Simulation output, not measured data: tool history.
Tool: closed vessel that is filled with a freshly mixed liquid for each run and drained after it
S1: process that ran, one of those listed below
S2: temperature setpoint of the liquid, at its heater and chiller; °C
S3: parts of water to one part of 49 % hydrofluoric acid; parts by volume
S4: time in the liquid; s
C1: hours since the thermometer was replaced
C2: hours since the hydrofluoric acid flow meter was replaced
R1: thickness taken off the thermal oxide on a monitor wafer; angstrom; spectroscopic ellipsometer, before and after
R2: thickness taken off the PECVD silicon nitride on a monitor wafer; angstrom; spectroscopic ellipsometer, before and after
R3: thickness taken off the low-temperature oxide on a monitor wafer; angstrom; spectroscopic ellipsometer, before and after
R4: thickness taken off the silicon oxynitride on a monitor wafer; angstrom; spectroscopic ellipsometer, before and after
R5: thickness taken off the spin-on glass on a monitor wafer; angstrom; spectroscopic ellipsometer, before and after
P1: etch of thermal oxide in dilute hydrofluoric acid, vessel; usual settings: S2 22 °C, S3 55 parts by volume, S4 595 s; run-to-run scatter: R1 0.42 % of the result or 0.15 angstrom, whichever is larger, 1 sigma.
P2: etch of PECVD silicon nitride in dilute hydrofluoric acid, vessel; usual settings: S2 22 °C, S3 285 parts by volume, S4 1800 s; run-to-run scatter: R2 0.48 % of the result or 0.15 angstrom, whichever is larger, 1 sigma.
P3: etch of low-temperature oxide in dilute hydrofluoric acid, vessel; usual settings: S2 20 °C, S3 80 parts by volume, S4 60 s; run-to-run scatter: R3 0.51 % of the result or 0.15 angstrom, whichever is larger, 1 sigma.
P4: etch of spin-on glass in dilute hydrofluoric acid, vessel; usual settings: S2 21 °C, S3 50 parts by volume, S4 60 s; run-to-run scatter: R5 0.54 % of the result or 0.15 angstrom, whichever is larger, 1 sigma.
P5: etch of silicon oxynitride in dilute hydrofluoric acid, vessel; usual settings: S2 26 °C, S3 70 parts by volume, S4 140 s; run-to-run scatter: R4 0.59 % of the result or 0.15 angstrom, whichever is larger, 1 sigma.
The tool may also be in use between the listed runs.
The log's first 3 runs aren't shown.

Run 4, hour 30.9: S1 P1, S2 22 °C, S3 55 parts by volume, S4 255 s; C1 216.7; C2 207.1. Result: R1 221.51 angstrom.
Run 5, hour 36.9: S1 P2, S2 22 °C, S3 95 parts by volume, S4 1800 s; C1 222.7; C2 213.1. Result: R2 711.260 angstrom.
Run 6, hour 42.2: S1 P3, S2 27 °C, S3 80 parts by volume, S4 60 s; C1 228.0; C2 218.4. Result: R3 140.87 angstrom.
Run 7, hour 51.5: S1 P1, S2 22 °C, S3 55 parts by volume, S4 595 s; C1 237.3; C2 227.7. Result: R1 517.88 angstrom.
Run 8, hour 56.2: S1 P1, S2 22 °C, S3 55 parts by volume, S4 1040 s; C1 242.0; C2 232.4. Result: R1 902.64 angstrom.
Run 9, hour 62.2: S1 P5, S2 26 °C, S3 70 parts by volume, S4 140 s; C1 248.0; C2 238.4. Result: R4 56.617 angstrom.
Run 10, hour 68.9: S1 P4, S2 21 °C, S3 50 parts by volume, S4 60 s; C1 254.7; C2 245.1. Result: R5 529.09 angstrom.
Run 11, hour 75.0: S1 P4, S2 17 °C, S3 50 parts by volume, S4 60 s; C1 260.8; C2 251.2. Result: R5 448.05 angstrom.
Run 12, hour 81.1: S1 P3, S2 20 °C, S3 80 parts by volume, S4 60 s; C1 266.9; C2 257.3. Result: R3 105.99 angstrom.
Run 13, hour 86.8: S1 P1, S2 22 °C, S3 20 parts by volume, S4 595 s; C1 272.6; C2 263.0. Result: R1 1491.30 angstrom.
Run 14, hour 95.1: S1 P5, S2 26 °C, S3 30 parts by volume, S4 140 s; C1 280.9; C2 271.3. Result: R4 138.370 angstrom.
Run 15, hour 99.3: S1 P1, S2 22 °C, S3 55 parts by volume, S4 595 s; C1 285.1; C2 275.5. Result: R1 513.67 angstrom.
Run 16, hour 107.7: S1 P4, S2 21 °C, S3 25 parts by volume, S4 60 s; C1 293.5; C2 283.9. Result: R5 1099.70 angstrom.
Run 17, hour 114.8: S1 P2, S2 17 °C, S3 285 parts by volume, S4 1800 s; C1 300.6; C2 291.0. Result: R2 176.560 angstrom.
Run 18, hour 119.4: S1 P4, S2 21 °C, S3 50 parts by volume, S4 30 s; C1 305.2; C2 295.6. Result: R5 266.53 angstrom.
Run 19, hour 128.1: S1 P3, S2 20 °C, S3 80 parts by volume, S4 105 s; C1 313.9; C2 304.3. Result: R3 185.84 angstrom.
Run 20, hour 134.3: S1 P1, S2 26 °C, S3 55 parts by volume, S4 595 s; C1 320.1; C2 310.5. Result: R1 609.22 angstrom.
Run 21, hour 142.2: S1 P2, S2 22 °C, S3 285 parts by volume, S4 495 s; C1 328.0; C2 318.4. Result: R2 66.384 angstrom.

The next listed run, before its measurement:
Run 22, hour 151.1: S1 P1, S2 17 °C, S3 55 parts by volume, S4 595 s; C1 336.9; C2 327.3. Result: R1 ?.

R1: 415.41 angstrom
